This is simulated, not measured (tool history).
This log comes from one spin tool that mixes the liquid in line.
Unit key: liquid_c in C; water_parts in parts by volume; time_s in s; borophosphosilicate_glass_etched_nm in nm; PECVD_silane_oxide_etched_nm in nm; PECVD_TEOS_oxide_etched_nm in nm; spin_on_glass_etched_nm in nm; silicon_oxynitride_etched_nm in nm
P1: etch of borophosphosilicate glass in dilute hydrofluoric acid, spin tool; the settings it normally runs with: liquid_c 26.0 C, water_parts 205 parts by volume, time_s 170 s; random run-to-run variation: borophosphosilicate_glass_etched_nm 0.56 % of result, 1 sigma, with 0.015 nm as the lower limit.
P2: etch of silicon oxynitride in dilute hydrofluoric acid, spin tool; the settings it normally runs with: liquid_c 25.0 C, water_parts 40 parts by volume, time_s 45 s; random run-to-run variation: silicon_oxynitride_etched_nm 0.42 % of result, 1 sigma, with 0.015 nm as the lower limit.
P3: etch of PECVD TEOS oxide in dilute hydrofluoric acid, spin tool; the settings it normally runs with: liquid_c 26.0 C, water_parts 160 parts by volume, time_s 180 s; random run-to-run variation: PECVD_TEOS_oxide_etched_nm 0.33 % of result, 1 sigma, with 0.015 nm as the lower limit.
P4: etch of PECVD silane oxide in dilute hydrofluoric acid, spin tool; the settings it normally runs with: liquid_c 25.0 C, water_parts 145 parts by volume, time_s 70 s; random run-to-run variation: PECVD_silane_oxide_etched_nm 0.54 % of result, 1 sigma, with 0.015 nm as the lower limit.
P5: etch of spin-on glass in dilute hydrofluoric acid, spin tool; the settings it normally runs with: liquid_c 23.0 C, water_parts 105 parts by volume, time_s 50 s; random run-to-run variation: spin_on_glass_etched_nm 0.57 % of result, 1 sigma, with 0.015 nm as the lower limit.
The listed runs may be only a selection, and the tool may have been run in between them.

run    day  process  liquid_c  water_parts  time_s  borophosphosilicate_glass_etched_nm  PECVD_silane_oxide_etched_nm  PECVD_TEOS_oxide_etched_nm  spin_on_glass_etched_nm  silicon_oxynitride_etched_nm
  1  0.146       P1      26.0          205     170                               36.821
  2  0.412       P1      26.0          205     170                               36.921
  3  0.608       P4      30.5          145      70                                                            11.3500
  4  0.854       P1      26.0          100     170                               85.557
  5  1.054       P3      26.0          290     180                                                                                         10.192
  6  1.333       P1      30.5          335     170                               22.744
  7  1.521       P4      25.0          260      70                                                             4.5820
  8  1.692       P3      26.0          160     180                                                                                         21.210
  9  1.892       P5      23.0          105      50                                                                                                                  20.502
 10  2.100       P4      25.0          145      70                                                             9.2575
 11  2.296       P3      21.5          160     180                                                                                         17.947
 12  2.442       P2      17.0           40      45                                                                                                                                                4.0828
 13  2.600       P5      23.0          185      50                                                                                                                  10.564
 14  2.729       P1      26.0          205     170                               36.887
 15  2.921       P1      26.0          205      60                               12.963
 16  3.062       P2      25.0           40      45                                                                                                                                                6.1219
 17  3.200       P1      26.0          205     170                               36.651
 18  3.442       P5      17.0          105      50                                                                                                                  16.103
 19  3.712       P4      25.0          145      25                                                             3.2908
 20  3.854       P3      26.0          160     315                                                                                         37.136
 21  3.992       P2      25.0           25      45                                                                                                                                                9.8722
 22  4.208       P1      30.0          205     170                               42.129
 23  4.383       P1      19.0           90     170                               72.115
 24  4.517       P1      19.0          205     170                               28.204
 25  4.721       P1      26.0          205     325                               70.010
 26  4.875       P1      26.0          330     170                               20.274
 27  5.021       P5      23.0          105      75                                                                                                                  30.718
 28  5.175       P4      25.0          145      70                                                             9.2473
 29  5.404       P2      25.0           40      85                                                                                                                                               11.4940
 30  5.583       P1      26.0          205     170                               36.566
 31  5.796       P1      26.0          205     170                               35.783
 32  6.038       P1      26.0          205     170                               35.309
 33  6.167       P1      26.0          205     170                               34.752
 34  6.346       P1      26.0          205     170                               35.004
 35  6.533       P1      26.0          205     170                               34.195
 36  6.750       P1      26.0          205     170                               34.776
 37  6.917       P1      26.0          205     170                               34.318
 38  7.104       P1      26.0          205     170                               34.382

Compared with where it was, what P1 gives has crept away. Each cause listed below fits the log as well as the rest, at the size given for it:
A: hydrofluoric acid flow below the setpoint (%) = 5.04
B: liquid colder than its thermometer reads (K) = 1.76
The drift started at roughly day 5.583.

The list below offers 4 check runs, each averaging the results of 2 wafers, and shows each result as a question mark. For which of them would the listed causes give clearly different results?
check 1  7.292       P4      25.0          235      70                                                                  ?
check 2  7.292       P3      26.0          265     180                                                                                              ?
check 3  7.292       P5      23.0          180      50                                                                                                                       ?
check 4  7.292       P2      19.0           40      45                                                                                                                                                     ?

Expected result of each check under each candidate cause:
  check                        result    if A    if B
check 1  PECVD_silane_oxide_etched_nm  4.8357  4.8421
check 2    PECVD_TEOS_oxide_etched_nm  10.728  10.779
check 3       spin_on_glass_etched_nm  10.322  10.267
check 4  silicon_oxynitride_etched_nm  4.2785  4.1214
Gap, in per cent, between the two causes that each check separates least, read from the result that separates them most: check 1 0.13 %; check 2 0.48 %; check 3 0.53 %; check 4 3.74 %
Only in check 4 would the causes give clearly different results; in the remaining checks their results would be nearly the same.

The results of check 4 are: silicon_oxynitride_etched_nm 4.2684 nm. Based on these, which of the listed causes is it?

A is the cause: hydrofluoric acid flow below the setpoint (%).

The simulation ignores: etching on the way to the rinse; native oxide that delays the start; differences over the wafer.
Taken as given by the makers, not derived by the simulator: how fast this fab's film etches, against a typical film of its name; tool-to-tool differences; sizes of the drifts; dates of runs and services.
